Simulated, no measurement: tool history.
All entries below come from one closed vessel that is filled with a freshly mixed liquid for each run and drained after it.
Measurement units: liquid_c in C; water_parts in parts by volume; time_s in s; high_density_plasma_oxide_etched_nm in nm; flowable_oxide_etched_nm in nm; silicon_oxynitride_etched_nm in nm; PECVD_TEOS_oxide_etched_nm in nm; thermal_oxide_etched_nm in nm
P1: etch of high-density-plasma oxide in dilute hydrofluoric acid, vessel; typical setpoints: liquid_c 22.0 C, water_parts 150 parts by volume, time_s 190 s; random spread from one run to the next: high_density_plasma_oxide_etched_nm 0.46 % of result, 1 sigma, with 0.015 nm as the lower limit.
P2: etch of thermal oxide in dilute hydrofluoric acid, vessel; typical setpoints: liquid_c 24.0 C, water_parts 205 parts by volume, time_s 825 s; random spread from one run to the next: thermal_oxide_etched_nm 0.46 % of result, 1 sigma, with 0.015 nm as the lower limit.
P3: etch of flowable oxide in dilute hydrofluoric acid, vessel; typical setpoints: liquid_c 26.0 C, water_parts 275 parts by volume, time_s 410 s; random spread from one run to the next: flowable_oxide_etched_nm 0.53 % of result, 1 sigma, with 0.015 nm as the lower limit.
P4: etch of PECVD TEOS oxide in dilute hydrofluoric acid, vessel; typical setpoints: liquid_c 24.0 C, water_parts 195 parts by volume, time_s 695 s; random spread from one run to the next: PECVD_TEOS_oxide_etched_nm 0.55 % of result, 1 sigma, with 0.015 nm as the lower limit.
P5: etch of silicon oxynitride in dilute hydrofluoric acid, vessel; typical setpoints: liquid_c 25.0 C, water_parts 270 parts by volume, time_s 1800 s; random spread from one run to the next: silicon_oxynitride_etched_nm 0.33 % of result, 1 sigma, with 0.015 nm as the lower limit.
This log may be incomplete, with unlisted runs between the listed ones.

run	hour	process	liquid_c	water_parts	time_s	hours since the thermometer was replaced	hours since the hydrofluoric acid flow meter was replaced	high_density_plasma_oxide_etched_nm	flowable_oxide_etched_nm	silicon_oxynitride_etched_nm	PECVD_TEOS_oxide_etched_nm	thermal_oxide_etched_nm
1	13.1	P1	22.0	150	190	451.8	352.2	5.5486				
2	23.6	P1	22.0	150	190	462.3	362.7	5.5832				
3	34.2	P3	26.0	275	410	472.9	373.3		52.380			
4	47.9	P1	22.0	150	190	486.6	387.0	5.5486				
5	56.9	P1	22.0	150	190	495.6	396.0	5.5309				
6	73.2	P5	25.0	270	1800	511.9	412.3			16.1000		
7	88.2	P1	22.0	150	100	526.9	427.3	2.8738				
8	100.3	P1	22.0	150	190	539.0	439.4	5.5194				
9	115.4	P3	26.0	275	410	554.1	454.5		52.695			
10	128.8	P4	29.5	195	695	567.5	467.9				40.877	
11	143.1	P1	22.0	235	190	581.8	482.2	3.2450				
12	152.1	P1	22.0	90	190	590.8	491.2	9.8413				
13	164.2	P2	24.0	60	825	602.9	503.3					67.603
14	177.2	P1	22.0	150	375	615.9	516.3	10.9100				
15	193.3	P1	19.0	220	190	632.0	532.4	3.1009				
16	201.7	P1	18.0	150	190	640.4	540.8	4.6863				
17	211.5	P5	25.0	50	1800	650.2	550.6			103.5500		
18	222.8	P4	24.0	60	695	661.5	561.9				127.080	
19	232.5	P2	17.0	205	825	671.2	571.6					12.747
20	246.8	P2	24.0	205	825	685.5	585.9					16.707
21	263.6	P3	20.0	275	410	702.3	602.7		42.292			
22	272.9	P2	24.0	205	1355	711.6	612.0					27.410
23	282.9	P5	32.5	270	1800	721.6	622.0			21.7260		
# hour 296.7: hydrofluoric acid flow meter replaced
24	297.9	P5	25.0	270	60	736.6	1.2			0.5334		
25	307.6	P3	26.0	275	90	746.3	10.9		11.596			
26	315.4	P3	26.0	485	410	754.1	18.7		24.472			
27	325.9	P4	24.0	195	695	764.6	29.2				33.304	
28	336.7	P4	24.0	195	30	775.4	40.0				1.463	
29	347.6	P1	27.0	150	190	786.3	50.9	6.6699				
30	359.1	P1	22.0	150	190	797.8	62.4	5.5500				
31	372.8	P1	22.0	150	190	811.5	76.1	5.3578				
32	388.7	P1	22.0	150	190	827.4	92.0	5.1888				
33	398.4	P1	22.0	150	190	837.1	101.7	5.1813				
34	408.4	P1	22.0	150	190	847.1	111.7	5.0805				
35	415.7	P1	22.0	150	190	854.4	119.0	5.1319				
36	432.5	P1	22.0	150	190	871.2	135.8	5.0814				
37	444.3	P1	22.0	150	190	883.0	147.6	5.1128				
38	460.8	P1	22.0	150	190	899.5	164.1	5.0187				
39	477.4	P1	22.0	150	190	916.1	180.7	5.0058				

The log shows P1 creeping away from where it was. Any of the 2 causes listed here, at the size stated for it, fits the log just as well as the others:
A: hydrofluoric acid flow below the setpoint (%) = 7.2
B: liquid colder than its thermometer reads (K) = 2.22
The process output started creeping at around hour 359.1.

The list below offers 4 check runs, each averaging the results of 2 wafers, and shows each result as a question mark. For which of them would the listed causes give clearly different results?
check 1	494.0	P5	32.5	270	275					?		
check 2	494.0	P3	26.0	430	110				?			
check 3	494.0	P2	19.0	120	825							?
check 4	494.0	P4	24.0	80	695						?	

Predicted outcomes, by check and by cause:
check	result	if A	if B
check 1	silicon_oxynitride_etched_nm	3.0371	3.0533
check 2	flowable_oxide_etched_nm	7.0018	7.2419
check 3	thermal_oxide_etched_nm	23.646	23.474
check 4	PECVD_TEOS_oxide_etched_nm	85.419	84.778
Gap, in per cent, between the two causes that each check separates least, read from the result that separates them most: check 1 0.53 %; check 2 3.37 %; check 3 0.73 %; check 4 0.75 %
Check 2 is the one run that separates the causes; every other check would come out nearly the same whichever cause is at work.

Check 2 was then run and gave: flowable_oxide_etched_nm 7.2493 nm. Which cause is it?

B is the cause: liquid colder than its thermometer reads (K).

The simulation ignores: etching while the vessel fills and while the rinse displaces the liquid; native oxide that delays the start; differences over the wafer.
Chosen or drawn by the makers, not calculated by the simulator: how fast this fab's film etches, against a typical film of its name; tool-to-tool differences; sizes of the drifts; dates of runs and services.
